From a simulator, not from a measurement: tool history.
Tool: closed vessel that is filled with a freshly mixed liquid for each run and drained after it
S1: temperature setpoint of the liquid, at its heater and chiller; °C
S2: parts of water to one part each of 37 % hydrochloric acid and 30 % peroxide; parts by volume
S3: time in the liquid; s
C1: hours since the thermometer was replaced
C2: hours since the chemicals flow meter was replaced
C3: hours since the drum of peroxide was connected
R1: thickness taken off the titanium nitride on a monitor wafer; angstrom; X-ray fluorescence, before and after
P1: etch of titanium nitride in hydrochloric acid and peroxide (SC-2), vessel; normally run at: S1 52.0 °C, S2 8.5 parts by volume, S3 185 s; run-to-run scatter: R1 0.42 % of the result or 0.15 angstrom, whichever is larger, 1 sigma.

| run | hour | S1 | S2 | S3 | C1 | C2 | C3 | R1 |
|---|---|---|---|---|---|---|---|---|
| 1 | 5.1 | 52.0 | 8.5 | 185 | 410.2 | 221.7 | 497.5 | 85.764 |
| 2 | 9.5 | 52.0 | 8.5 | 355 | 414.6 | 226.1 | 501.9 | 164.140 |
| 3 | 14.0 | 60.5 | 8.5 | 100 | 419.1 | 230.6 | 506.4 | 79.496 |
| 4 | 20.1 | 66.5 | 8.5 | 185 | 425.2 | 236.7 | 512.5 | 213.150 |
|  | 21.4 | new drum of peroxide connected |
| 5 | 23.9 | 40.5 | 8.5 | 185 | 429.0 | 240.5 | 2.6 | 38.934 |
| 6 | 27.6 | 52.0 | 8.5 | 185 | 432.7 | 244.2 | 6.3 | 85.381 |
| 7 | 32.1 | 52.0 | 8.5 | 185 | 437.2 | 248.7 | 10.8 | 85.997 |
| 8 | 37.0 | 52.0 | 4.0 | 185 | 442.1 | 253.6 | 15.7 | 149.500 |
| 9 | 40.4 | 52.0 | 14.0 | 185 | 445.5 | 257.0 | 19.1 | 56.035 |
| 10 | 46.0 | 52.0 | 8.5 | 185 | 451.1 | 262.6 | 24.7 | 85.849 |
| 11 | 52.1 | 52.0 | 8.5 | 185 | 457.2 | 268.7 | 30.8 | 85.789 |
| 12 | 55.9 | 52.0 | 8.5 | 105 | 461.0 | 272.5 | 34.6 | 48.414 |
| 13 | 61.7 | 52.0 | 5.0 | 30 | 466.8 | 278.3 | 40.4 | 20.922 |
| 14 | 67.7 | 52.0 | 8.5 | 185 | 472.8 | 284.3 | 46.4 | 85.603 |
| 15 | 71.1 | 52.0 | 8.5 | 185 | 476.2 | 287.7 | 49.8 | 82.919 |
| 16 | 75.2 | 52.0 | 8.5 | 185 | 480.3 | 291.8 | 53.9 | 81.587 |
| 17 | 80.0 | 52.0 | 8.5 | 185 | 485.1 | 296.6 | 58.7 | 80.165 |
| 18 | 83.4 | 52.0 | 8.5 | 185 | 488.5 | 300.0 | 62.1 | 80.063 |
|  | 84.3 | new drum of peroxide connected |
| 19 | 86.9 | 52.0 | 8.5 | 185 | 492.0 | 303.5 | 2.7 | 79.083 |
| 20 | 92.4 | 52.0 | 8.5 | 185 | 497.5 | 309.0 | 8.2 | 78.393 |
| 21 | 97.7 | 52.0 | 8.5 | 185 | 502.8 | 314.3 | 13.5 | 78.514 |
| 22 | 101.2 | 52.0 | 8.5 | 185 | 506.3 | 317.8 | 17.0 | 78.637 |

Forecast run 23:
| 23 | 105.9 | 52.0 | 8.5 | 185 | 511.0 | 322.5 | 21.7 | ? |

R1: 78.237 angstrom
